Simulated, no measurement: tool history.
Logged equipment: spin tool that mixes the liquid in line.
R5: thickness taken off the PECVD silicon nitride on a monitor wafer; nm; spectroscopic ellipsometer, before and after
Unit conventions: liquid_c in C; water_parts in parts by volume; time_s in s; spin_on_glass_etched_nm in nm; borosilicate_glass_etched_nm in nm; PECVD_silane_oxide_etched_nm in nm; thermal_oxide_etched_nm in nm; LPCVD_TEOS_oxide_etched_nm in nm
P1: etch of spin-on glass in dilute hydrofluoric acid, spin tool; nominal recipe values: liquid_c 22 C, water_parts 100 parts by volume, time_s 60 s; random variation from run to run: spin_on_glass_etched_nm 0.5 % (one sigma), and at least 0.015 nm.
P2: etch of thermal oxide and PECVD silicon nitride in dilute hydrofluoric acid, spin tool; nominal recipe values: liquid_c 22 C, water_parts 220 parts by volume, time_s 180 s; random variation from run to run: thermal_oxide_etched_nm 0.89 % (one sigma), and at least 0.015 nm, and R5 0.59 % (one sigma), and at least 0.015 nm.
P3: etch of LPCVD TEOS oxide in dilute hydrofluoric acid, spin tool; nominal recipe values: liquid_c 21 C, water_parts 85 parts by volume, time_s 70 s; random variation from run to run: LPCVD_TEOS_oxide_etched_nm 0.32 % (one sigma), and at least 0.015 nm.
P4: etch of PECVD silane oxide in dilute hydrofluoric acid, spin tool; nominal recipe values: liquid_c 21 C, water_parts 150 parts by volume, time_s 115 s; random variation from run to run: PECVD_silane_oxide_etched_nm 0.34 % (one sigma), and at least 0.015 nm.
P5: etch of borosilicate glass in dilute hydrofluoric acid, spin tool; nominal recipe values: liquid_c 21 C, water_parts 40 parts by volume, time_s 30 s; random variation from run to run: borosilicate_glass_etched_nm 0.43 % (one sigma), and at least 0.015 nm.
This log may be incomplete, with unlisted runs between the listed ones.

{"run": 1, "hour": 2.6, "process": "P1", "liquid_c": 22, "water_parts": 100, "time_s": 60, "spin_on_glass_etched_nm": 16.914}
{"run": 2, "hour": 8.5, "process": "P5", "liquid_c": 21, "water_parts": 40, "time_s": 15, "borosilicate_glass_etched_nm": 10.949}
{"run": 3, "hour": 13.7, "process": "P5", "liquid_c": 21, "water_parts": 40, "time_s": 30, "borosilicate_glass_etched_nm": 21.645}
{"run": 4, "hour": 18.4, "process": "P1", "liquid_c": 22, "water_parts": 100, "time_s": 25, "spin_on_glass_etched_nm": 7.0103}
{"run": 5, "hour": 21.9, "process": "P4", "liquid_c": 17, "water_parts": 150, "time_s": 115, "PECVD_silane_oxide_etched_nm": 14.643}
{"run": 6, "hour": 27.3, "process": "P2", "liquid_c": 22, "water_parts": 220, "time_s": 180, "thermal_oxide_etched_nm": 3.1148, "R5": 3.3975}
{"run": 7, "hour": 33.0, "process": "P4", "liquid_c": 21, "water_parts": 150, "time_s": 220, "PECVD_silane_oxide_etched_nm": 32.85}
{"run": 8, "hour": 37.8, "process": "P1", "liquid_c": 28, "water_parts": 100, "time_s": 60, "spin_on_glass_etched_nm": 21.379}
{"run": 9, "hour": 41.9, "process": "P5", "liquid_c": 21, "water_parts": 40, "time_s": 30, "borosilicate_glass_etched_nm": 21.678}
{"run": 10, "hour": 45.0, "process": "P3", "liquid_c": 21, "water_parts": 85, "time_s": 25, "LPCVD_TEOS_oxide_etched_nm": 6.464}
{"run": 11, "hour": 51.1, "process": "P3", "liquid_c": 21, "water_parts": 150, "time_s": 70, "LPCVD_TEOS_oxide_etched_nm": 9.4128}
{"run": 12, "hour": 53.8, "process": "P1", "liquid_c": 22, "water_parts": 100, "time_s": 60, "spin_on_glass_etched_nm": 16.789}
{"run": 13, "hour": 59.0, "process": "P1", "liquid_c": 22, "water_parts": 150, "time_s": 35, "spin_on_glass_etched_nm": 6.2296}
{"run": 14, "hour": 63.7, "process": "P4", "liquid_c": 21, "water_parts": 265, "time_s": 115, "PECVD_silane_oxide_etched_nm": 8.686}
{"run": 15, "hour": 66.9, "process": "P1", "liquid_c": 22, "water_parts": 100, "time_s": 60, "spin_on_glass_etched_nm": 16.914}
{"run": 16, "hour": 72.9, "process": "P1", "liquid_c": 22, "water_parts": 100, "time_s": 60, "spin_on_glass_etched_nm": 16.834}
{"run": 17, "hour": 77.1, "process": "P3", "liquid_c": 21, "water_parts": 85, "time_s": 70, "LPCVD_TEOS_oxide_etched_nm": 18.012}
{"run": 18, "hour": 80.4, "process": "P1", "liquid_c": 22, "water_parts": 180, "time_s": 60, "spin_on_glass_etched_nm": 8.662}
{"run": 19, "hour": 85.7, "process": "P1", "liquid_c": 22, "water_parts": 100, "time_s": 60, "spin_on_glass_etched_nm": 16.991}
{"run": 20, "hour": 88.6, "process": "P1", "liquid_c": 22, "water_parts": 165, "time_s": 105, "spin_on_glass_etched_nm": 16.737}
{"run": 21, "hour": 91.4, "process": "P5", "liquid_c": 17.5, "water_parts": 40, "time_s": 30, "borosilicate_glass_etched_nm": 18.556}
{"run": 22, "hour": 95.3, "process": "P1", "liquid_c": 22, "water_parts": 100, "time_s": 60, "spin_on_glass_etched_nm": 16.922}
{"run": 23, "hour": 97.9, "process": "P2", "liquid_c": 22, "water_parts": 220, "time_s": 330, "thermal_oxide_etched_nm": 5.7723, "R5": 6.2819}
{"run": 24, "hour": 100.6, "process": "P3", "liquid_c": 17, "water_parts": 85, "time_s": 70, "LPCVD_TEOS_oxide_etched_nm": 15.289}
{"run": 25, "hour": 103.3, "process": "P2", "liquid_c": 22, "water_parts": 80, "time_s": 180, "thermal_oxide_etched_nm": 10.107, "R5": 9.216}
{"run": 26, "hour": 108.3, "process": "P5", "liquid_c": 21, "water_parts": 20, "time_s": 30, "borosilicate_glass_etched_nm": 44.581}
{"run": 27, "hour": 113.5, "process": "P1", "liquid_c": 22, "water_parts": 100, "time_s": 105, "spin_on_glass_etched_nm": 29.602}
{"run": 28, "hour": 119.5, "process": "P2", "liquid_c": 17, "water_parts": 220, "time_s": 180, "thermal_oxide_etched_nm": 2.6129, "R5": 2.4399}
{"run": 29, "hour": 123.3, "process": "P4", "liquid_c": 21, "water_parts": 150, "time_s": 115, "PECVD_silane_oxide_etched_nm": 17.169}
{"run": 30, "hour": 126.6, "process": "P1", "liquid_c": 17.5, "water_parts": 100, "time_s": 15, "spin_on_glass_etched_nm": 3.5096}
{"run": 31, "hour": 130.7, "process": "P4", "liquid_c": 21, "water_parts": 150, "time_s": 115, "PECVD_silane_oxide_etched_nm": 17.122}
{"run": 32, "hour": 133.7, "process": "P1", "liquid_c": 22, "water_parts": 30, "time_s": 60, "spin_on_glass_etched_nm": 61.325}
{"run": 33, "hour": 137.3, "process": "P1", "liquid_c": 17, "water_parts": 100, "time_s": 60, "spin_on_glass_etched_nm": 13.716}
{"run": 34, "hour": 141.9, "process": "P1", "liquid_c": 22, "water_parts": 100, "time_s": 60, "spin_on_glass_etched_nm": 16.916}
{"run": 35, "hour": 146.8, "process": "P1", "liquid_c": 22, "water_parts": 100, "time_s": 60, "spin_on_glass_etched_nm": 17.513}
{"run": 36, "hour": 152.0, "process": "P1", "liquid_c": 22, "water_parts": 100, "time_s": 60, "spin_on_glass_etched_nm": 17.938}
{"run": 37, "hour": 157.8, "process": "P1", "liquid_c": 22, "water_parts": 100, "time_s": 60, "spin_on_glass_etched_nm": 18.234}
{"run": 38, "hour": 160.5, "process": "P1", "liquid_c": 22, "water_parts": 100, "time_s": 60, "spin_on_glass_etched_nm": 18.119}
{"run": 39, "hour": 164.6, "process": "P1", "liquid_c": 22, "water_parts": 100, "time_s": 60, "spin_on_glass_etched_nm": 18.361}
{"run": 40, "hour": 167.5, "process": "P1", "liquid_c": 22, "water_parts": 100, "time_s": 60, "spin_on_glass_etched_nm": 18.677}
{"run": 41, "hour": 173.6, "process": "P1", "liquid_c": 22, "water_parts": 100, "time_s": 60, "spin_on_glass_etched_nm": 18.601}
{"run": 42, "hour": 177.0, "process": "P1", "liquid_c": 22, "water_parts": 100, "time_s": 60, "spin_on_glass_etched_nm": 18.578}
{"run": 43, "hour": 180.2, "process": "P1", "liquid_c": 22, "water_parts": 100, "time_s": 60, "spin_on_glass_etched_nm": 18.645}
{"run": 44, "hour": 185.0, "process": "P1", "liquid_c": 22, "water_parts": 100, "time_s": 60, "spin_on_glass_etched_nm": 18.61}
{"run": 45, "hour": 188.6, "process": "P1", "liquid_c": 22, "water_parts": 100, "time_s": 60, "spin_on_glass_etched_nm": 18.508}

P1 no longer gives what it gave before; its output has crept away from where it was. The following 2 causes, each at its listed size, fit the log equally well:
A: liquid hotter than its thermometer reads (K) = 2.41
B: hydrofluoric acid flow above the setpoint (%) = 9.01
The onset of the drift is placed at about hour 141.9.

Which of the 4 check runs listed below separates the causes, so that each cause would produce a clearly different result? Each run uses one wafer, and its results are marked with question marks.
{"run": "check 1", "hour": 192.2, "process": "P2", "liquid_c": 22, "water_parts": 100, "time_s": 270, "thermal_oxide_etched_nm": "?", "R5": "?"}
{"run": "check 2", "hour": 192.2, "process": "P3", "liquid_c": 17, "water_parts": 145, "time_s": 70, "LPCVD_TEOS_oxide_etched_nm": "?"}
{"run": "check 3", "hour": 192.2, "process": "P5", "liquid_c": 21, "water_parts": 40, "time_s": 15, "borosilicate_glass_etched_nm": "?"}
{"run": "check 4", "hour": 192.2, "process": "P4", "liquid_c": 21, "water_parts": 150, "time_s": 155, "PECVD_silane_oxide_etched_nm": "?"}

How each check would come out, cause by cause:
check=check_1 result=thermal_oxide_etched_nm if_A=13.007 if_B=13.005
check=check_1 result=R5 if_A=12.945 if_B=12.007
check=check_2 result=LPCVD_TEOS_oxide_etched_nm if_A=9.2733 if_B=9.2743
check=check_3 result=borosilicate_glass_etched_nm if_A=12.047 if_B=11.917
check=check_4 result=PECVD_silane_oxide_etched_nm if_A=25.44 if_B=25.587
Minimum pairwise separation of causes per check, each pair taken at its best-separating result: check 1 7.51 %; check 2 0.01 %; check 3 1.09 %; check 4 0.58 %
The causes can be told apart only by check 1. The other checks would give nearly the same results under each of them.

The results of check 1 are: thermal_oxide_etched_nm 13.103 nm; R5 12.035 nm. Based on these, which of the listed causes is it?

It is B: hydrofluoric acid flow above the setpoint (%).

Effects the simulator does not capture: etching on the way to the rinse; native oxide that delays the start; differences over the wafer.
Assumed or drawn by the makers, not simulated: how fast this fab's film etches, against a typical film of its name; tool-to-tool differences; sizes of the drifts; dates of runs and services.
